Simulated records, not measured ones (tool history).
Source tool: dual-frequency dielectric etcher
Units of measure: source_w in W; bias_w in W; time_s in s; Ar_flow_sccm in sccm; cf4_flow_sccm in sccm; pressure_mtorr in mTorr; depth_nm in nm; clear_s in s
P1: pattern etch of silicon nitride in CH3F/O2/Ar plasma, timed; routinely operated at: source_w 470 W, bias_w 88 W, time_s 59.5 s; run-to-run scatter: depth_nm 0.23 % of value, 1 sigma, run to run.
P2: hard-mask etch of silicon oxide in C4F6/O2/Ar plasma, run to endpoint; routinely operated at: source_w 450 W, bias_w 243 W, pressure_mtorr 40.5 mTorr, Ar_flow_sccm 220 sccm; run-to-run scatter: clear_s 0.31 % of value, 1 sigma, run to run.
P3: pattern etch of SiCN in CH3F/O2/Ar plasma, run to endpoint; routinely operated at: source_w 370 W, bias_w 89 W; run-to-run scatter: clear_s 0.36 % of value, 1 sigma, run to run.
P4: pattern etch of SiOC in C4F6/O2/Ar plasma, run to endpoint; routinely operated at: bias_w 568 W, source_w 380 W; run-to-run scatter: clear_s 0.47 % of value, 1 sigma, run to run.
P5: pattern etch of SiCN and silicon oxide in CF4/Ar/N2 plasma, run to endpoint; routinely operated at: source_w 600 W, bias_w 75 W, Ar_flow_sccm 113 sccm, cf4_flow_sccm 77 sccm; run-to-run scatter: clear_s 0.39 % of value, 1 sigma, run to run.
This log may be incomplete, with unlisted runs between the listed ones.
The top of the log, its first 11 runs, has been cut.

run 12 day=5.850 | process=P2 source_w=450 bias_w=243 Ar_flow_sccm=307 pressure_mtorr=40.5 | clear_s=63.3810
run 13 day=6.238 | process=P2 source_w=450 bias_w=243 Ar_flow_sccm=220 pressure_mtorr=55.0 | clear_s=63.5010
run 14 day=6.579 | process=P2 source_w=340 bias_w=243 Ar_flow_sccm=220 pressure_mtorr=40.5 | clear_s=68.2660
run 15 day=6.917 | process=P2 source_w=450 bias_w=243 Ar_flow_sccm=220 pressure_mtorr=40.5 | clear_s=61.4450
run 16 day=7.346 | process=P4 source_w=210 bias_w=568 | clear_s=14.9130
run 17 day=7.679 | process=P1 source_w=470 bias_w=88 time_s=59.5 | depth_nm=48.094
run 18 day=8.246 | process=P1 source_w=470 bias_w=88 time_s=59.5 | depth_nm=48.147
run 19 day=8.842 | process=P4 source_w=380 bias_w=568 | clear_s=11.9530
run 20 day=9.404 | process=P5 source_w=600 bias_w=51 Ar_flow_sccm=113 cf4_flow_sccm=77 | clear_s=10.0200
run 21 day=10.004 | process=P4 source_w=380 bias_w=723 | clear_s=10.9790
run 22 day=10.446 | process=P3 source_w=370 bias_w=89 | clear_s=20.1380
run 23 day=10.850 | process=P1 source_w=470 bias_w=88 time_s=87.0 | depth_nm=70.433
run 24 day=11.221 | process=P3 source_w=490 bias_w=89 | clear_s=18.0830
run 25 day=11.812 | process=P2 source_w=450 bias_w=292 Ar_flow_sccm=220 pressure_mtorr=40.5 | clear_s=57.7440
run 26 day=12.238 | process=P1 source_w=340 bias_w=88 time_s=59.5 | depth_nm=42.671
run 27 day=12.883 | process=P1 source_w=470 bias_w=88 time_s=59.5 | depth_nm=48.343

Predict the results of run 28:
run 28 day=13.179 | process=P1 source_w=470 bias_w=88 time_s=59.5 | depth_nm=?

{"run 28": {"depth_nm": 48.297}}
